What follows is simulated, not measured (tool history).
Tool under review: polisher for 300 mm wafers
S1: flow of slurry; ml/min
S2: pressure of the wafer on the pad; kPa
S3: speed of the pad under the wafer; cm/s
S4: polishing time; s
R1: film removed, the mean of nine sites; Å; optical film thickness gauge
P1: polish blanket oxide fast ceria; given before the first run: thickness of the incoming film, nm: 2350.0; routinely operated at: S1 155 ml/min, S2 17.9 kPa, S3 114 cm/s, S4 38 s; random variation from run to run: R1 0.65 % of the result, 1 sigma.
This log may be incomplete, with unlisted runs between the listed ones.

{"run": 1, "hour": 2.4, "S1": 155, "S2": 17.9, "S3": 114, "S4": 38, "R1": 7248.5}
{"run": 2, "hour": 6.3, "S1": 240, "S2": 17.9, "S3": 114, "S4": 38, "R1": 7728.1}
{"run": 3, "hour": 9.3, "S1": 155, "S2": 17.9, "S3": 66, "S4": 38, "R1": 4242.3}
{"run": 4, "hour": 12.1, "S1": 155, "S2": 17.9, "S3": 172, "S4": 22, "R1": 6319.7}
{"run": 5, "hour": 14.4, "S1": 200, "S2": 17.9, "S3": 74, "S4": 38, "R1": 4898.9}
{"run": 6, "hour": 17.3, "S1": 155, "S2": 17.9, "S3": 114, "S4": 38, "R1": 7307.4}
{"run": 7, "hour": 20.4, "S1": 155, "S2": 17.9, "S3": 114, "S4": 59, "R1": 11247}
{"run": 8, "hour": 23.2, "S1": 155, "S2": 8.3, "S3": 114, "S4": 38, "R1": 3330.5}
{"run": 9, "hour": 25.4, "S1": 155, "S2": 17.9, "S3": 114, "S4": 25, "R1": 4769.6}
{"run": 10, "hour": 27.8, "S1": 95, "S2": 17.9, "S3": 114, "S4": 38, "R1": 6616.6}
{"run": 11, "hour": 32.0, "S1": 115, "S2": 17.9, "S3": 114, "S4": 58, "R1": 10497}
{"run": 12, "hour": 36.9, "S1": 155, "S2": 17.9, "S3": 114, "S4": 38, "R1": 7389.9}
{"hour": 37.0, "done": "slurry nozzle cleaned"}
{"run": 13, "hour": 40.2, "S1": 155, "S2": 25.5, "S3": 114, "S4": 38, "R1": 10381}
{"run": 14, "hour": 42.4, "S1": 155, "S2": 17.9, "S3": 114, "S4": 38, "R1": 7302.7}
{"run": 15, "hour": 47.1, "S1": 155, "S2": 17.9, "S3": 114, "S4": 38, "R1": 7184.6}
{"run": 16, "hour": 51.6, "S1": 155, "S2": 17.9, "S3": 178, "S4": 38, "R1": 11349}
{"run": 17, "hour": 54.4, "S1": 155, "S2": 17.9, "S3": 114, "S4": 38, "R1": 7287.3}
{"run": 18, "hour": 58.5, "S1": 155, "S2": 17.9, "S3": 114, "S4": 38, "R1": 7356.1}
{"run": 19, "hour": 62.8, "S1": 155, "S2": 17.9, "S3": 114, "S4": 38, "R1": 7085.6}
{"run": 20, "hour": 65.0, "S1": 155, "S2": 17.9, "S3": 114, "S4": 38, "R1": 6972}
{"run": 21, "hour": 68.8, "S1": 155, "S2": 17.9, "S3": 114, "S4": 38, "R1": 6960.5}
{"run": 22, "hour": 71.1, "S1": 155, "S2": 17.9, "S3": 114, "S4": 38, "R1": 6790}
{"run": 23, "hour": 74.0, "S1": 155, "S2": 17.9, "S3": 114, "S4": 38, "R1": 6786.1}
{"run": 24, "hour": 78.9, "S1": 155, "S2": 17.9, "S3": 114, "S4": 38, "R1": 6720.4}
{"run": 25, "hour": 81.6, "S1": 155, "S2": 17.9, "S3": 114, "S4": 38, "R1": 6708.9}
{"hour": 82.3, "done": "head pressure recalibrated"}
{"run": 26, "hour": 85.3, "S1": 155, "S2": 17.9, "S3": 114, "S4": 38, "R1": 6640.2}
{"run": 27, "hour": 87.9, "S1": 155, "S2": 17.9, "S3": 114, "S4": 38, "R1": 6609.9}
{"run": 28, "hour": 90.4, "S1": 155, "S2": 17.9, "S3": 114, "S4": 38, "R1": 6628.6}

For run 29, what comes out?
{"run": 29, "hour": 93.9, "S1": 155, "S2": 17.9, "S3": 114, "S4": 38, "R1": "?"}

Run 29 gave R1 6630.5 Å.

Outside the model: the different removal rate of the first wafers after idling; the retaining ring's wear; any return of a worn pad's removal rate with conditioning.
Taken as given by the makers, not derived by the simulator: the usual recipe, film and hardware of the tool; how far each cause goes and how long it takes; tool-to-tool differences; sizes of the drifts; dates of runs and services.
